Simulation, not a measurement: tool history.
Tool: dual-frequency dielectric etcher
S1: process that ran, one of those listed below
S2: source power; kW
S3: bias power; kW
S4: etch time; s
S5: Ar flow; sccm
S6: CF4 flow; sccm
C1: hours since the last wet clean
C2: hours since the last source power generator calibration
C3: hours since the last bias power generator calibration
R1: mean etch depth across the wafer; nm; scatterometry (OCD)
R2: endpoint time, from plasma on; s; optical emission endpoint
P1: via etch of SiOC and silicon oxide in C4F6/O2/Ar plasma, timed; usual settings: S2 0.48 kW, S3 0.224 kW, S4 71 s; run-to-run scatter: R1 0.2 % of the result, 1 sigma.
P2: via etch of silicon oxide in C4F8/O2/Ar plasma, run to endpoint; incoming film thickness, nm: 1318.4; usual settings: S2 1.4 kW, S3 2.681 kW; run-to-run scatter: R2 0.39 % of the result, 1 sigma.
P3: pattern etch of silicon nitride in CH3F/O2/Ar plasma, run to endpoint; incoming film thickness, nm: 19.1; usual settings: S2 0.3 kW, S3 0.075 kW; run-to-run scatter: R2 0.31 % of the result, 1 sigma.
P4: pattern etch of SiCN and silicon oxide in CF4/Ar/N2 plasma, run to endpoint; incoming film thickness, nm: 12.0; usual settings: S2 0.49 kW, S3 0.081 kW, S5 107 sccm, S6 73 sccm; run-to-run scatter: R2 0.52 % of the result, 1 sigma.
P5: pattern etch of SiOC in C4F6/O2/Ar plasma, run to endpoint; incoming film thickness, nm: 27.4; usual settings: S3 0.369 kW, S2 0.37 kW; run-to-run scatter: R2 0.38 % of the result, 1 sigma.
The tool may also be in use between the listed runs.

run   hour  S1    S2     S3    S4   S5   S6     C1      C2      C3      R1      R2
  1    5.8  P1  0.48  0.224    71             68.3  1665.9  2252.8  92.401
  2   14.1  P4  0.49  0.081         64   73   76.6  1674.2  2261.1          11.565
  3   19.1  P4  0.49  0.081        107  103   81.6  1679.2  2266.1          11.901
  4   24.1  P3   0.3  0.075                   86.6  1684.2  2271.1          30.691
  5   30.5  P5  0.22  0.369                     93  1690.6  2277.5          12.712
  6   37.4  P4  0.29  0.081        107   73   99.9  1697.5  2284.4          19.646
  7   46.4  P1  0.48   0.17    71            108.9  1706.5  2293.4  84.874
  8   56.3  P5  0.37  0.224                  118.8  1716.4  2303.3          12.463
  9   61.8  P3  0.17  0.075                  124.3  1721.9  2308.8          38.015
 10   66.7  P2  0.98  2.681                  129.2  1726.8  2313.7          313.15
 11   73.4  P1  0.48  0.224    71            135.9  1733.5  2320.4  92.347
 12   80.7  P1  0.48  0.296    71            143.2  1740.8  2327.7  101.61
 13   89.9  P4  0.49   0.06        107   73  152.4    1750  2336.9          13.677
 14   94.4  P4  0.49  0.081        107   73  156.9  1754.5  2341.4          12.434
 15    102  P1  0.67  0.224    54            164.5  1762.1    2349  80.091
 16    111  P2   1.4  3.655                  173.5  1771.1    2358          245.72
 17  120.9  P1  0.48  0.224    71            183.4    1781  2367.9  92.606
 18  129.7  P1  0.33  0.224    71            192.2  1789.8  2376.7  80.325
 19  135.4  P1  0.48  0.224  47.5            197.9  1795.5  2382.4  62.151
 20  143.7  P4  0.49  0.081        107   73  206.2  1803.8  2390.7          12.403
 21  151.1  P1   0.4  0.145    71            213.6  1811.2  2398.1  75.203
 22  156.3  P1  0.48  0.303  42.5            218.8  1816.4  2403.3  61.587
 23  160.9  P1  0.48  0.224    71            223.4    1821  2407.9  92.746
 24  168.5  P5  0.37  0.369                    231  1828.6  2415.5          10.503
 25  173.2  P2   1.4  2.681                  235.7  1833.3  2420.2          272.77
 26  178.9  P3   0.3  0.061                  241.4    1839  2425.9          33.066
 27  187.4  P5  0.37  0.369                  249.9  1847.5  2434.4          10.488
 28  193.1  P2   1.4  2.681                  255.6  1853.2  2440.1          271.72
 29  199.9  P1  0.64  0.224    71            262.4    1860  2446.9  103.56
 30  206.4  P1  0.48  0.224    71            268.9  1866.5  2453.4  92.678
 31  212.3  P1  0.48  0.224    89            274.8  1872.4  2459.3  116.35
 32  218.9  P3   0.3  0.075                  281.4    1879  2465.9          30.941
 33  223.6  P1  0.48  0.224    71            286.1  1883.7  2470.6  92.872
 34  230.8  P1  0.48  0.224    71            293.3  1890.9  2477.8  92.333
 35  236.2  P1  0.48  0.224    71            298.7  1896.3  2483.2  91.846
 36  242.4  P1  0.48  0.224    71            304.9  1902.5  2489.4  91.762
 37  247.4  P1  0.48  0.224    71            309.9  1907.5  2494.4  92.044
 38  252.5  P1  0.48  0.224    71              315  1912.6  2499.5  91.151
 39  260.1  P1  0.48  0.224    71            322.6  1920.2  2507.1  91.545
     266.6  -- wet clean of the chamber
 40  268.3  P1  0.48  0.224    71              1.7  1928.4  2515.3  91.491
 41  273.8  P1  0.48  0.224    71              7.2  1933.9  2520.8  91.224
 42  279.3  P1  0.48  0.224    71             12.7  1939.4  2526.3  91.151
 43    287  P1  0.48  0.224    71             20.4  1947.1    2534  91.091
 44  292.4  P1  0.48  0.224    71             25.8  1952.5  2539.4  91.086

What P1 gives has crept away from where it was. These 2 causes fit the log equally well, each at the size given:
A: bias power that arrives under what is set, % = 4.75
B: source power that arrives under what is set, % = 4.1
The creep began at about hour 230.8.
Why every other cause is out:
chamber walls in a state that lowers the etch rate, %: serviced at hour 266.6, which brought nothing back

4 check runs are offered, each on 5 wafers whose results are averaged, their results left as question marks. Which one tells the causes apart?
check 1  297.8  P3  0.23  0.064                                 ?
check 2  297.8  P4   0.3  0.081      107  102                   ?
check 3  297.8  P2   1.4  3.622                                 ?
check 4  297.8  P5  0.24  0.247                                 ?

What each check would give under each cause:
  check  result    if A    if B
check 1      R2  36.523  36.484
check 2      R2  18.575  18.957
check 3      R2  250.78  250.81
check 4      R2  14.434  14.423
How far apart the two closest causes lie, in the result that separates them most: check 1 0.11 %; check 2 2.04 %; check 3 0.01 %; check 4 0.08 %
Check 2 tells the causes apart: in the others they would give nearly the same result.

Check 2 was then run and gave: R2 18.551 s. Which cause is it?

It is A: bias power that arrives under what is set, %.
